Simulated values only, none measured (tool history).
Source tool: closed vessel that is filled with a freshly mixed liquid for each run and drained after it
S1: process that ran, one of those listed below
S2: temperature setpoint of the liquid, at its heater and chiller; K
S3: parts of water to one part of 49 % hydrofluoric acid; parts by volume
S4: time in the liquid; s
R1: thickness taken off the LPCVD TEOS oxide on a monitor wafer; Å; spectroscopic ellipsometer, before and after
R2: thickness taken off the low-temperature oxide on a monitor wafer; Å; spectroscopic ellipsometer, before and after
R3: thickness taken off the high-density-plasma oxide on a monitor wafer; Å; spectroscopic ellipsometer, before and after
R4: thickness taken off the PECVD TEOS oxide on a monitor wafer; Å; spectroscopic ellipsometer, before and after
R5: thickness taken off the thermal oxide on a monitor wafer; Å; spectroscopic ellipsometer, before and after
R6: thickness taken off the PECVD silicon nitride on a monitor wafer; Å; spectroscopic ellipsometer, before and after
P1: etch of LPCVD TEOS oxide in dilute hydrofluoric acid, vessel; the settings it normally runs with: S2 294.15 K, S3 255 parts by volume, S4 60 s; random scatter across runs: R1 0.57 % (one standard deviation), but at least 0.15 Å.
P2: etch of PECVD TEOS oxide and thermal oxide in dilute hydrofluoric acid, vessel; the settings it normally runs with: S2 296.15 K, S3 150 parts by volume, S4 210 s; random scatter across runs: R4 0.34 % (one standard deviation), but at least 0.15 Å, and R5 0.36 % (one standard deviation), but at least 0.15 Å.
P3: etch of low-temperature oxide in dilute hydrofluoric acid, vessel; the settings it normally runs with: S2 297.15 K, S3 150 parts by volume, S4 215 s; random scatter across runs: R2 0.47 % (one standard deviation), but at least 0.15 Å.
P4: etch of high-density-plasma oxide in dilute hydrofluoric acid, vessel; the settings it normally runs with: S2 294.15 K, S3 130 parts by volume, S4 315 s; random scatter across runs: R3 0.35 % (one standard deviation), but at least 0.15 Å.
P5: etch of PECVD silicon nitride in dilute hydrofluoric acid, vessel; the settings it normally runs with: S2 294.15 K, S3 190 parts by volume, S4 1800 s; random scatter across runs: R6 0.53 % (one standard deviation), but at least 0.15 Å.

run     day  S1      S2   S3    S4       R1      R2       R3      R4       R5       R6
  1   0.429  P1  294.15  255    60   98.974
  2   0.767  P1  290.15  255    60   84.706
  3   1.088  P1  298.65  255    60  116.810
  4   1.317  P3  301.65  150   215           505.77
  5   1.662  P1  294.15  255    60   99.256
  6   2.012  P1  294.15  365    60   62.594
  7   2.262  P4  301.15  130   315                   168.300
  8   2.612  P1  294.15  255   100  164.640
  9   3.033  P4  294.15   25   315                   759.720
 10   3.475  P2  296.15  150   210                            330.18   57.683
 11   3.758  P3  297.15  150   410           818.79
 12   4.129  P2  296.15  245   210                            182.41   31.923
 13   4.388  P1  294.15  255    60   98.550
 14   4.821  P2  296.15  150   385                            605.15  105.940
 15   5.221  P1  294.15  255    30   49.440
 16   5.512  P4  294.15  130   175                    71.492
 17   5.908  P1  294.15  445    35   27.708
 18   6.233  P2  292.15  150   210                            281.64   48.925
 19   6.671  P1  294.15  120    60  243.040
 20   7.058  P1  294.15  255    60   98.338
 21   7.383  P5  294.15  190    85                                              10.222
 22   7.675  P5  294.15  190  1800                                             223.040
 23   8.062  P1  294.15  255    60   98.528
 24   8.346  P5  290.15  190  1800                                             171.310
 25   8.604  P4  294.15  130   315                   128.680
 26   8.896  P4  294.15  130   315                   128.270
 27   9.175  P1  294.15  255    60   99.020
 28   9.442  P3  297.15  150   215           426.67
 29   9.767  P3  297.15  240   215           242.12
 30  10.196  P5  294.15   65  1800                                             642.820
 31  10.454  P1  294.15  255    60   97.922
 32  10.725  P1  294.15  255    60   98.223
 33  11.121  P1  294.15  255    60   95.122
 34  11.483  P1  294.15  255    60   93.566
 35  11.825  P1  294.15  255    60   91.831
 36  12.200  P1  294.15  255    60   92.214
 37  12.571  P1  294.15  255    60   91.320
 38  12.833  P1  294.15  255    60   90.241
 39  13.258  P1  294.15  255    60   90.413
 40  13.696  P1  294.15  255    60   90.335
 41  14.033  P1  294.15  255    60   89.789
 42  14.279  P1  294.15  255    60   90.030

What P1 gives has crept away from where it was. These 2 causes fit the log equally well, each at the size given:
A: liquid colder than its thermometer reads (K) = 2.36
B: hydrofluoric acid flow below the setpoint (%) = 6.83
Onset of the creep was near day 10.725.

Consider the 4 single-wafer check runs listed below, results given as question marks: which one distinguishes between the causes by giving clearly different results for each?
check 1  14.525  P3  297.15  230  400       ?
check 2  14.525  P5  294.15   70  545                       ?
check 3  14.525  P2  296.15  195  210               ?   ?
check 4  14.525  P4  300.15  130  315           ?

Check results expected under each cause:
  check  result     if A     if B
check 1      R2   435.68   435.07
check 2      R6  152.930  167.950
check 3      R4   221.32   222.19
check 3      R5   38.585   38.737
check 4      R3  147.910  148.990
Separation of the two closest causes in each check, using whichever result separates them best: check 1 0.14 %; check 2 9.37 %; check 3 0.39 %; check 4 0.72 %
Check 2 is the one run that separates the causes; every other check would come out nearly the same whichever cause is at work.

With check 2 done, the readings were: R6 154.250 Å. Identify which of the listed causes applies.

A is the cause: liquid colder than its thermometer reads (K).

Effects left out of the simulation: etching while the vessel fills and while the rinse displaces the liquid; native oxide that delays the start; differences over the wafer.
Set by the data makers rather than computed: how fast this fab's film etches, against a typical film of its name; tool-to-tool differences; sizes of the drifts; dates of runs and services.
